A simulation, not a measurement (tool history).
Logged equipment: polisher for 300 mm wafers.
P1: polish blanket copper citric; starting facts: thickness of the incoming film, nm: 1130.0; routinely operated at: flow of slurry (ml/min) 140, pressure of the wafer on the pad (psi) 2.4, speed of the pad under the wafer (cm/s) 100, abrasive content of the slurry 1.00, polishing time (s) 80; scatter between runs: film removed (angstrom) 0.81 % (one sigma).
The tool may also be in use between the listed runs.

run,hour,flow of slurry (ml/min),pressure of the wafer on the pad (psi),speed of the pad under the wafer (cm/s),abrasive content of the slurry,polishing time (s),film removed (angstrom)
1,15.5,140,2.4,100,1.00,80,1327.20
2,31.0,140,2.4,100,1.00,80,1314.30
3,46.1,190,2.4,100,1.00,80,1403.80
4,59.3,140,3.7,100,1.00,80,2036.10
5,69.3,140,2.4,100,1.40,42,756.44
# hour 70.5: head pressure recalibrated
6,76.5,140,2.4,100,1.00,80,1329.80
7,87.9,140,2.4,100,1.00,112,1872.40
8,104.0,140,2.4,46,1.00,80,636.48
9,113.4,140,2.4,100,1.30,80,1404.20
10,127.0,140,2.4,100,1.00,36,603.73
11,142.1,95,2.4,100,1.00,61,928.13
12,154.1,85,2.4,100,0.55,80,1046.90
13,169.3,140,2.4,146,1.00,80,1940.90
14,182.4,140,2.4,100,1.00,80,1315.10
15,196.6,140,2.4,100,0.60,80,1189.50
16,212.8,140,2.4,100,1.00,80,1323.70
17,228.8,140,2.4,100,1.00,80,1318.30
18,236.1,85,2.4,100,1.00,80,1190.30
19,251.7,140,1.6,100,1.00,80,903.17

Expected results for the next run?
20,264.3,140,2.4,100,1.00,80,?

{"run 20": {"film removed (angstrom)": 1311.4}}
